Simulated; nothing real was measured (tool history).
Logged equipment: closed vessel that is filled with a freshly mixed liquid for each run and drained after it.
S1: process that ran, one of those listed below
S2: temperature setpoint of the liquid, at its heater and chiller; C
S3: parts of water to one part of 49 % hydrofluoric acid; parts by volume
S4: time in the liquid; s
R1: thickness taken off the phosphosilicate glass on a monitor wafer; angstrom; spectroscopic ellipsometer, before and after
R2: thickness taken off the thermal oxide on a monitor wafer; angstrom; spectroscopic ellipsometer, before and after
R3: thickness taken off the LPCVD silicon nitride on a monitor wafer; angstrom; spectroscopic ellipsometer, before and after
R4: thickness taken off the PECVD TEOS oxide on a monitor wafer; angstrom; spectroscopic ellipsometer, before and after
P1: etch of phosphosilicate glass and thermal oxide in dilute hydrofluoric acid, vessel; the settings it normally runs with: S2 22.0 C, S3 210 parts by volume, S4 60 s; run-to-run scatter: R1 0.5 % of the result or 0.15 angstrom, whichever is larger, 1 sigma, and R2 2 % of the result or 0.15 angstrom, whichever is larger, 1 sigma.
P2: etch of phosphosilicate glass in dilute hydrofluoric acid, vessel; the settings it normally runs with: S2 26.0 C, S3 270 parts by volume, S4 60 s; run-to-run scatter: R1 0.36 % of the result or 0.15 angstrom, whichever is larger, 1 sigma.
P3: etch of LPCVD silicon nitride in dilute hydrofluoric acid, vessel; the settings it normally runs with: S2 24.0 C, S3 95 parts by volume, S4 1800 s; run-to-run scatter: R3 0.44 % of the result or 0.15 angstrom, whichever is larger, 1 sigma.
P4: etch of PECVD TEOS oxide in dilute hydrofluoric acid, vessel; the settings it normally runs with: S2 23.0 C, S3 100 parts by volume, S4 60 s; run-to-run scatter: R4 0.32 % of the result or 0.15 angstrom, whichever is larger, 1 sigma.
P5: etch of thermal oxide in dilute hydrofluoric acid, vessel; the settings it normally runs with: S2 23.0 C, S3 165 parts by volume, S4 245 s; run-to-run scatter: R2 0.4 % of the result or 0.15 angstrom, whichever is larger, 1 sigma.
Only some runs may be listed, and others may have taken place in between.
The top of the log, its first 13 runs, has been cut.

run    day  S1    S2   S3    S4       R1       R2       R3      R4
 14  3.192  P1  22.0  105    60  532.770  24.7440
 15  3.496  P1  22.0  210   115  461.330  20.1490
 16  3.792  P5  23.0  165   245           63.1440
 17  3.979  P4  23.0  100    60                             164.88
 18  4.217  P2  26.0  270    60  197.640
 19  4.492  P1  22.0  210    60  239.030  10.8730
 20  4.679  P2  30.5  270    60  229.930
 21  5.000  P5  23.0  295   245           31.1760
 22  5.271  P1  22.0  210    35  139.750   6.1304
 23  5.588  P3  24.0   95  1800                     79.560
 24  5.779  P1  26.5  210    30  140.000   6.1818
 25  5.996  P4  23.0  150    60                             103.48
 26  6.283  P1  17.0  210    60  196.350   9.4775
 27  6.446  P3  32.0   95  1800                    133.650

Expected results for the next run?
 28  6.662  P2  26.0  270  60   ?

{"run 28": {"R1": 198.29}}

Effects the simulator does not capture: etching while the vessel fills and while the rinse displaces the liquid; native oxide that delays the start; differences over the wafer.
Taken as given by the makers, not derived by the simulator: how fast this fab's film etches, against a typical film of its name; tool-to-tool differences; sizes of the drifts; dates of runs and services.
